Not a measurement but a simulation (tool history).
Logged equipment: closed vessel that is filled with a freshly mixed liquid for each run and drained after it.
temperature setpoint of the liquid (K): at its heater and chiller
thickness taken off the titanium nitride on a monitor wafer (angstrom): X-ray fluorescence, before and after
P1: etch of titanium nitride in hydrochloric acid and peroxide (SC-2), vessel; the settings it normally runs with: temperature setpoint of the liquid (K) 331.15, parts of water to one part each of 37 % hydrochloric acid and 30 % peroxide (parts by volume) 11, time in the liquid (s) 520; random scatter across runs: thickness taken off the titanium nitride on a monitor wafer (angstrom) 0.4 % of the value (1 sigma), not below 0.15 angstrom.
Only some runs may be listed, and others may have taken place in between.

run,hour,temperature setpoint of the liquid (K),parts of water to one part each of 37 % hydrochloric acid and 30 % peroxide (parts by volume),time in the liquid (s),thickness taken off the titanium nitride on a monitor wafer (angstrom)
1,10.6,331.15,11,520,256.65
2,21.2,345.15,11,520,600.42
3,30,331.15,11,520,255.64
4,38.6,331.15,11,30,14.979
5,45.1,331.15,11,520,257.75
6,54.8,343.15,11,885,904.97
7,65.4,331.15,4,520,555.89
8,75.4,331.15,11,520,257.17
9,81.5,317.65,11,520,105.05
10,88.8,331.15,11,520,257.22
11,100.7,331.15,16.5,520,180.16
12,110.6,331.15,11,1020,500.93
13,121.9,331.15,11,520,254.93
14,127.4,331.15,11,520,257.29
15,134.1,331.15,11,520,250.41
16,143.7,331.15,11,520,244.45
17,152.3,331.15,11,520,242.2
18,161.6,331.15,11,520,238.9
19,169.4,331.15,11,520,237.02
20,176.6,331.15,11,520,234.85
21,182.4,331.15,11,520,235.78
# hour 185.8: new drum of peroxide connected
22,194.2,331.15,11,520,235.99
23,203.4,331.15,11,520,234.52
24,213.1,331.15,11,520,235.14

What P1 gives has crept away from where it was. These 2 causes fit the log equally well, each at the size given:
A: liquid colder than its thermometer reads (K) = 1.37
B: chemicals flow below the setpoint (%) = 9.71
The gradual shift began around hour 127.4.
Other possible causes, and why each is ruled out:
peroxide weaker than its label (%): serviced at hour 185.8, after the change had begun; the process did not return to its earlier output

Which of the 4 check runs listed below, each an average over 2 wafers with its results shown as question marks, gives clearly different results under the different listed causes?
check 1,222.8,337.15,14.5,520,?
check 2,222.8,345.15,5,520,?
check 3,222.8,320.15,11,30,?
check 4,222.8,320.15,4,520,?

Expected result of each check under each candidate cause:
check,result,if A,if B
check 1,thickness taken off the titanium nitride on a monitor wafer (angstrom),270.18,268.55
check 2,thickness taken off the titanium nitride on a monitor wafer (angstrom),1031.8,1038.4
check 3,thickness taken off the titanium nitride on a monitor wafer (angstrom),6.5472,6.5891
check 4,thickness taken off the titanium nitride on a monitor wafer (angstrom),245.88,251.92
Smallest distance between any two causes, each pair judged by its most separating result, in per cent: check 1 0.6 %; check 2 0.63 %; check 3 0.64 %; check 4 2.43 %
Check 4 tells the causes apart: in the others they would give nearly the same result.

The results of check 4 are: thickness taken off the titanium nitride on a monitor wafer (angstrom) 252.86. Based on these, which of the listed causes is it?

The cause is B: chemicals flow below the setpoint (%).

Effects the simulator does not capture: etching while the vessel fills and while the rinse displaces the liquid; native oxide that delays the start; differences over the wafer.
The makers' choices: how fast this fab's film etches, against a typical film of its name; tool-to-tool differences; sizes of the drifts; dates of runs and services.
